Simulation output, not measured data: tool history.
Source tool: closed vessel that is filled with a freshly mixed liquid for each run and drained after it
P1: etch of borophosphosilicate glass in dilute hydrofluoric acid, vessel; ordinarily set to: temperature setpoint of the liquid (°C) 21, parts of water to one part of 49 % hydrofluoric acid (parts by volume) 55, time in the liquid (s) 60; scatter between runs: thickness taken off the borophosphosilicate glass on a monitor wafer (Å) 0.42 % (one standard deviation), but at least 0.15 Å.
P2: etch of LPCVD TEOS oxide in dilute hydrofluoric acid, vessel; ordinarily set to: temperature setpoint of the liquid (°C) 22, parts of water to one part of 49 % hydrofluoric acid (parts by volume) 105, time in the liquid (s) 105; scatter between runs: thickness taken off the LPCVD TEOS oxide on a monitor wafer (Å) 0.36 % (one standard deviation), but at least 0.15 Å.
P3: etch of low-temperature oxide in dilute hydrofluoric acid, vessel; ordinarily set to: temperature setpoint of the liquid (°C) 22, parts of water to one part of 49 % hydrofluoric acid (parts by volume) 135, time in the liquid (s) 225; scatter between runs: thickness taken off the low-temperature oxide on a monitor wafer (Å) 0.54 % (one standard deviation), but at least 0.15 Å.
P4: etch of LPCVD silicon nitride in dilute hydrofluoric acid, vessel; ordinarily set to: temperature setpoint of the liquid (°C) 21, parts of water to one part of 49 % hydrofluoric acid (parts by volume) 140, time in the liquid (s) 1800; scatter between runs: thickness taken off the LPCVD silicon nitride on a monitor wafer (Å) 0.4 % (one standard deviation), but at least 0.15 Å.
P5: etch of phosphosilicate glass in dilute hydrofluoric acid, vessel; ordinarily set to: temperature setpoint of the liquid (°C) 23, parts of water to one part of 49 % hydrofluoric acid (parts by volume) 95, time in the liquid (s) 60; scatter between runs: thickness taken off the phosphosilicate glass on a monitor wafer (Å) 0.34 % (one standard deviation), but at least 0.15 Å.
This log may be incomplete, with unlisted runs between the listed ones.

run     day  process that ran  temperature setpoint of the liquid (°C)  parts of water to one part of 49 % hydrofluoric acid (parts by volume)  time in the liquid (s)  hours since the thermometer was replaced  hours since the hydrofluoric acid flow meter was replaced  thickness taken off the borophosphosilicate glass on a monitor wafer (Å)  thickness taken off the phosphosilicate glass on a monitor wafer (Å)  thickness taken off the low-temperature oxide on a monitor wafer (Å)  thickness taken off the LPCVD TEOS oxide on a monitor wafer (Å)  thickness taken off the LPCVD silicon nitride on a monitor wafer (Å)
  1   0.617                P1                                       21                                                                      55                      60                                     855.1                                                      893.2                                                                    592.76
  2   0.983                P5                                       23                                                                      95                      60                                     863.9                                                      902.0                                                                                                                                         1261.70
  3   1.721                P5                                       23                                                                      95                      30                                     881.6                                                      919.7                                                                                                                                          627.78
  4   2.425                P5                                       23                                                                      95                      60                                     898.5                                                      936.6                                                                                                                                         1256.50
  5   2.846                P1                                       21                                                                      85                      60                                     908.6                                                      946.7                                                                    369.33
  6   3.317                P3                                       22                                                                     135                      30                                     919.9                                                      958.0                                                                                                                                                                                                                57.966
  7   3.946                P3                                       22                                                                     135                     225                                     935.0                                                      973.1                                                                                                                                                                                                               439.150
  8   4.667                P2                                       22                                                                     105                     190                                     952.3                                                      990.4                                                                                                                                                                                                                                                                                 503.09
  9   5.408                P1                                       21                                                                      55                      60                                     970.1                                                     1008.2                                                                    586.87
 10   6.117                P4                                       21                                                                     140                    1800                                     987.1                                                     1025.2                                                                                                                                                                                                                                                                                                                                                       50.253
 11   6.471                P1                                       21                                                                      55                      60                                     995.6                                                     1033.7                                                                    593.11
 12   6.850                P3                                       22                                                                      30                     225                                    1004.7                                                     1042.8                                                                                                                                                                                                              2224.300
 13   7.508                P1                                       27                                                                      55                      90                                    1020.5                                                     1058.6                                                                   1126.60
 14   8.288                P2                                       22                                                                      45                     105                                    1039.2                                                     1077.3                                                                                                                                                                                                                                                                                 699.59
 15   8.892                P2                                       17                                                                     105                     105                                    1053.7                                                     1091.8                                                                                                                                                                                                                                                                                 226.08
 16   9.267                P1                                       17                                                                      55                      30                                    1062.7                                                     1100.8                                                                    249.41
 17   9.783                P1                                       21                                                                      55                      30                                    1075.1                                                     1113.2                                                                    296.04
 18  10.379                P1                                       17                                                                      55                      60                                    1089.4                                                     1127.5                                                                    492.89
 19  10.983                P4                                       17                                                                     140                    1800                                    1103.9                                                     1142.0                                                                                                                                                                                                                                                                                                                                                       38.201
     11.617  -- thermometer replaced
 20  11.692                P5                                       17                                                                      95                      60                                       1.9                                                     1159.0                                                                                                                                          985.05
 21  12.229                P1                                       21                                                                      55                      60                                      14.8                                                     1171.9                                                                    594.77
 22  12.742                P2                                       22                                                                     105                     105                                      27.1                                                     1184.2                                                                                                                                                                                                                                                                                 279.13
     12.762  -- hydrofluoric acid flow meter replaced
 23  13.367                P1                                       21                                                                      55                     110                                      42.1                                                       14.6                                                                   1086.80
 24  14.050                P1                                       21                                                                      20                      60                                      58.5                                                       31.0                                                                   1705.00
 25  14.429                P4                                       21                                                                     140                    3610                                      67.6                                                       40.1                                                                                                                                                                                                                                                                                                                                                      100.340
 26  15.104                P4                                       21                                                                      25                    1800                                      83.8                                                       56.3                                                                                                                                                                                                                                                                                                                                                      268.710
 27  15.892                P3                                       17                                                                     135                     225                                     102.7                                                       75.2                                                                                                                                                                                                               356.490
 28  16.371                P1                                       25                                                                      55                      60                                     114.2                                                       86.7                                                                    698.98
 29  16.904                P1                                       26                                                                      80                      60                                     127.0                                                       99.5                                                                    483.21
 30  17.458                P5                                       23                                                                      30                      60                                     140.3                                                      112.8                                                                                                                                         4311.80
 31  18.246                P1                                       21                                                                      55                      60                                     159.2                                                      131.7                                                                    593.11
 32  18.729                P1                                       21                                                                      55                      60                                     170.8                                                      143.3                                                                    578.15
 33  19.517                P1                                       21                                                                      55                      60                                     189.7                                                      162.2                                                                    564.81
 34  20.100                P1                                       21                                                                      55                      60                                     203.7                                                      176.2                                                                    555.81
 35  20.733                P1                                       21                                                                      55                      60                                     218.9                                                      191.4                                                                    553.75
 36  21.192                P1                                       21                                                                      55                      60                                     229.9                                                      202.4                                                                    550.70
 37  21.667                P1                                       21                                                                      55                      60                                     241.3                                                      213.8                                                                    547.91
 38  22.338                P1                                       21                                                                      55                      60                                     257.4                                                      229.9                                                                    549.25
 39  22.912                P1                                       21                                                                      55                      60                                     271.2                                                      243.7                                                                    542.50
 40  23.612                P1                                       21                                                                      55                      60                                     288.0                                                      260.5                                                                    543.84
 41  24.212                P1                                       21                                                                      55                      60                                     302.4                                                      274.9                                                                    541.87

What P1 gives has crept off from where it sat before. The 2 causes that follow fit the log equally well, each at the size noted:
A: liquid colder than its thermometer reads (K) = 1.99
B: hydrofluoric acid flow below the setpoint (%) = 7.56
The drift started at roughly day 18.246.

4 check runs are offered, one wafer each, their results left as question marks. Which one tells the causes apart?
check 1  24.812                P4                                       21                                                                     100                    1800                                                                                                                                                                                                                                                                                                                                                                                                                                                                 ?
check 2  24.812                P3                                       17                                                                     135                      55                                                                                                                                                                                                                                                                                                                          ?
check 3  24.812                P5                                       17                                                                      95                      40                                                                                                                                                                                                                                                    ?
check 4  24.812                P2                                       17                                                                      70                     105                                                                                                                                                                                                                                                                                                                                                                                           ?

If the cause were each of the candidates in turn, the checks would give the following:
  check                                                                result    if A    if B
check 1  thickness taken off the LPCVD silicon nitride on a monitor wafer (Å)  60.828  64.494
check 2  thickness taken off the low-temperature oxide on a monitor wafer (Å)  80.314  79.802
check 3  thickness taken off the phosphosilicate glass on a monitor wafer (Å)  601.46  600.40
check 4       thickness taken off the LPCVD TEOS oxide on a monitor wafer (Å)  323.56  324.02
Gap, in per cent, between the two causes that each check separates least, read from the result that separates them most: check 1 5.85 %; check 2 0.64 %; check 3 0.18 %; check 4 0.14 %
Check 1 distinguishes between the causes, while the remaining checks would return nearly the same result for all of them.

Running check 1 produced the following: thickness taken off the LPCVD silicon nitride on a monitor wafer (Å) 64.298. Which one of the listed causes fits?

B is the cause: hydrofluoric acid flow below the setpoint (%).
